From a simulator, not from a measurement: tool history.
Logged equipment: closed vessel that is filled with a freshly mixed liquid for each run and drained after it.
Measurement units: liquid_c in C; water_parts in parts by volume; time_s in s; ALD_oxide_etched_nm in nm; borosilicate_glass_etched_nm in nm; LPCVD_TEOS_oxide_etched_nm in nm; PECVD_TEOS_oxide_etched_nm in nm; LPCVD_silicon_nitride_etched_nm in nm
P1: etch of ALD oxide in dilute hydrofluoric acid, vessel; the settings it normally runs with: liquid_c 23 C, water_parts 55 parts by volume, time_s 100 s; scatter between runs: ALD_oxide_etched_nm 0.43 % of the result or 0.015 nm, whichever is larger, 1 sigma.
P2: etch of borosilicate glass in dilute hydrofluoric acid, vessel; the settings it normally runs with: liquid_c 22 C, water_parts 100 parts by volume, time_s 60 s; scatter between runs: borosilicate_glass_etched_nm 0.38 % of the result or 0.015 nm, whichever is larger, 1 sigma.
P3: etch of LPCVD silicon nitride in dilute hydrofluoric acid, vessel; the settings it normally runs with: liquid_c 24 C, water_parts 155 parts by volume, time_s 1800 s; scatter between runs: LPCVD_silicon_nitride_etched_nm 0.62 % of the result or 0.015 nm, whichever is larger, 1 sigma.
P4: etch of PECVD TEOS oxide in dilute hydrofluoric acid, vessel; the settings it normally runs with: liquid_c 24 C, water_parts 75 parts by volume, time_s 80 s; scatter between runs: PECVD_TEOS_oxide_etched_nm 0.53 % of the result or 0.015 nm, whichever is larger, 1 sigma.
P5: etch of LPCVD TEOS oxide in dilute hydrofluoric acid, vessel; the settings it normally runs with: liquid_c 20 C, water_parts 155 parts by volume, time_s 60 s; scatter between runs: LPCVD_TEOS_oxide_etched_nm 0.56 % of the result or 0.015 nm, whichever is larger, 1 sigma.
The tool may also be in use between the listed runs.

run   hour  process  liquid_c  water_parts  time_s  hours since the thermometer was replaced  hours since the hydrofluoric acid flow meter was replaced  ALD_oxide_etched_nm  borosilicate_glass_etched_nm  LPCVD_TEOS_oxide_etched_nm  PECVD_TEOS_oxide_etched_nm  LPCVD_silicon_nitride_etched_nm
  1    6.7       P1        23           55     100                                     288.2                                                        966               30.631
  2   10.9       P1        23           55     100                                     292.4                                                      970.2               30.447
  3   17.3       P1        23           20     100                                     298.8                                                      976.6                87.79
  4   25.2       P2        22          100      60                                     306.7                                                      984.5                                               21.8
  5   32.9       P5      28.5          155      60                                     314.4                                                      992.2                                                                         24.914
  6   38.3       P4        32           75      80                                     319.8                                                      997.6                                                                                                     17.892
  7   45.3       P1        23           55     100                                     326.8                                                     1004.6               30.475
  8   49.2       P4        24           75     155                                     330.7                                                     1008.5                                                                                                     25.418
  9   54.3       P4        24           75      80                                     335.8                                                     1013.6                                                                                                     13.048
 10   57.9       P2        22          165      60                                     339.4                                                     1017.2                                             12.329
 11   63.3       P3        28          155    1800                                     344.8                                                     1022.6                                                                                                                                      6.8015
 12   68.3       P2        29          100      60                                     349.8                                                     1027.6                                             28.575
 13   74.5       P4        24           20      80                                       356                                                     1033.8                                                                                                     53.052
 14   80.1       P1      28.5           85     100                                     361.6                                                     1039.4               23.672
 15   86.5       P4        24           75      80                                       368                                                     1045.8                                                                                                     13.152
 16   92.2       P2        22          100      60                                     373.7                                                     1051.5                                             21.657
 17     97       P3        24          155    2750                                     378.5                                                     1056.3                                                                                                                                      8.0895
 18  104.5       P1        17           55     100                                       386                                                     1063.8               23.885
 19  112.5       P3        24          275    1800                                       394                                                     1071.8                                                                                                                                      2.9923
 20  117.4       P5        20          250      60                                     398.9                                                     1076.7                                                                         10.146
 21  124.5       P5        20          155      60                                       406                                                     1083.8                                                                         17.823
 22  131.5       P1        19           55      40                                       413                                                     1090.8               10.248
 23  137.8       P1        23           80     100                                     419.3                                                     1097.1               20.326
 24  141.4       P1        23           55     190                                     422.9                                                     1100.7               57.837
 25  149.1       P1      30.5           55     100                                     430.6                                                     1108.4               41.291
 26  155.3       P1      29.5           55      35                                     436.8                                                     1114.6               13.864
 27  161.6       P5        20          155     105                                     443.1                                                     1120.9                                                                         31.372
 28  168.9       P1        23           55      30                                     450.4                                                     1128.2               9.2197
 29  176.9       P1        23           55     100                                     458.4                                                     1136.2               30.564

Run 30 has not been measured yet. What should we expect?
 30  180.5       P1        23           55     100                                       462                                                     1139.8                    ?

Logged for run 30: ALD_oxide_etched_nm 30.69 nm.
